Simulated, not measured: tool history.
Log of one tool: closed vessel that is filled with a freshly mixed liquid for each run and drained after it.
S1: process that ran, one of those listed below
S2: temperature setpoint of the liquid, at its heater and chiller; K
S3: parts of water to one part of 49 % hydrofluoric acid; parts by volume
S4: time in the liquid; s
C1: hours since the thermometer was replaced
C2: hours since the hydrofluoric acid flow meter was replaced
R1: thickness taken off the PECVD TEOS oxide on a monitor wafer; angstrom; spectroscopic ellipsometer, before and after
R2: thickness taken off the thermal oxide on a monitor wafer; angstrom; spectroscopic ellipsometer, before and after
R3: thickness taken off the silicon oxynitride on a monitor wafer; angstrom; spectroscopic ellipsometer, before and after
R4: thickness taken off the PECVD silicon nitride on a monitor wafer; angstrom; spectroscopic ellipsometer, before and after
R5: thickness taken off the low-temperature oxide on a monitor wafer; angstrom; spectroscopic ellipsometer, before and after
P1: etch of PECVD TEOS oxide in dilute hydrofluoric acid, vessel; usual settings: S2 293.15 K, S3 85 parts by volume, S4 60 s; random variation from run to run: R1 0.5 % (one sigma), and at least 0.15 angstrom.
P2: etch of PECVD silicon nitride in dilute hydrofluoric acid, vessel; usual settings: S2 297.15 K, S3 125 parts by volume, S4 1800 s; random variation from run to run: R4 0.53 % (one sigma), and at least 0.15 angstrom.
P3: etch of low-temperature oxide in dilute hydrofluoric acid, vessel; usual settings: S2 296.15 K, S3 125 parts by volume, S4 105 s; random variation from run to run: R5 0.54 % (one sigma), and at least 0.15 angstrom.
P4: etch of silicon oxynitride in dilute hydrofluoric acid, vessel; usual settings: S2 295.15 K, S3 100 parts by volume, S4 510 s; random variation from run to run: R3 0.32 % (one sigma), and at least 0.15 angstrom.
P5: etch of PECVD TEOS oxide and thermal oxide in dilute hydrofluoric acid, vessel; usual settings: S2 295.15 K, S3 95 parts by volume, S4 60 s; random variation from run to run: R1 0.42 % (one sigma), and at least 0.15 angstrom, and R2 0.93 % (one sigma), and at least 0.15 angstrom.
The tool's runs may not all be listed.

run,hour,S1,S2,S3,S4,C1,C2,R1,R2,R3,R4,R5
1,2.5,P1,293.15,85,60,1265.8,548.6,131.480,,,,
2,5.5,P1,293.15,85,60,1268.8,551.6,129.490,,,,
3,7.6,P1,293.15,85,60,1270.9,553.7,132.180,,,,
4,11.3,P5,295.15,95,105,1274.6,557.4,132.850,50.162,,,
5,15.2,P4,295.15,100,510,1278.5,561.3,,,222.20,,
6,18.5,P1,299.15,85,60,1281.8,564.6,165.620,,,,
7,20.6,P5,295.15,95,60,1283.9,566.7,75.706,29.020,,,
8,23.2,P1,297.15,85,85,1286.5,569.3,218.070,,,,
9,26.3,P1,293.15,85,95,1289.6,572.4,208.850,,,,
10,28.5,P1,293.15,30,60,1291.8,574.6,395.350,,,,
11,32.5,P2,297.15,125,1800,1295.8,578.6,,,,253.16,
12,37.0,P2,304.15,125,1800,1300.3,583.1,,,,390.43,
13,41.3,P5,295.15,95,60,1304.6,587.4,74.990,29.296,,,
14,45.0,P5,291.15,95,60,1308.3,591.1,64.354,24.158,,,
15,48.6,P3,296.15,125,30,1311.9,594.7,,,,,78.803
16,50.9,P1,293.15,85,60,1314.2,597.0,131.560,,,,
17,53.7,P4,302.15,100,510,1317.0,599.8,,,309.37,,
18,57.0,P4,295.15,100,510,1320.3,603.1,,,222.39,,
19,61.3,P1,293.15,85,30,1324.6,607.4,66.168,,,,
20,65.7,P3,304.65,125,105,1329.0,611.8,,,,,377.040
21,68.9,P1,290.15,85,30,1332.2,615.0,57.890,,,,
22,72.7,P3,296.15,215,105,1336.0,618.8,,,,,145.330
23,76.8,P5,295.15,20,60,1340.1,622.9,398.610,147.250,,,
24,80.5,P2,297.15,40,1800,1343.8,626.6,,,,774.84,
25,84.9,P3,296.15,125,105,1348.2,631.0,,,,,274.510
26,87.8,P4,295.15,100,855,1351.1,633.9,,,372.03,,
27,89.8,P3,296.15,125,105,1353.1,635.9,,,,,273.090
28,92.1,P4,295.15,180,510,1355.4,638.2,,,116.36,,
29,95.3,P1,293.15,135,60,1358.6,641.4,77.564,,,,
30,98.1,P1,293.15,45,30,1361.4,644.2,129.210,,,,
31,101.6,P1,290.15,85,60,1364.9,647.7,115.710,,,,

Forecast run 32:
32,106.0,P2,297.15,125,3175,1369.3,652.1,,,,?,

Run 32 gave R4 445.88 angstrom.
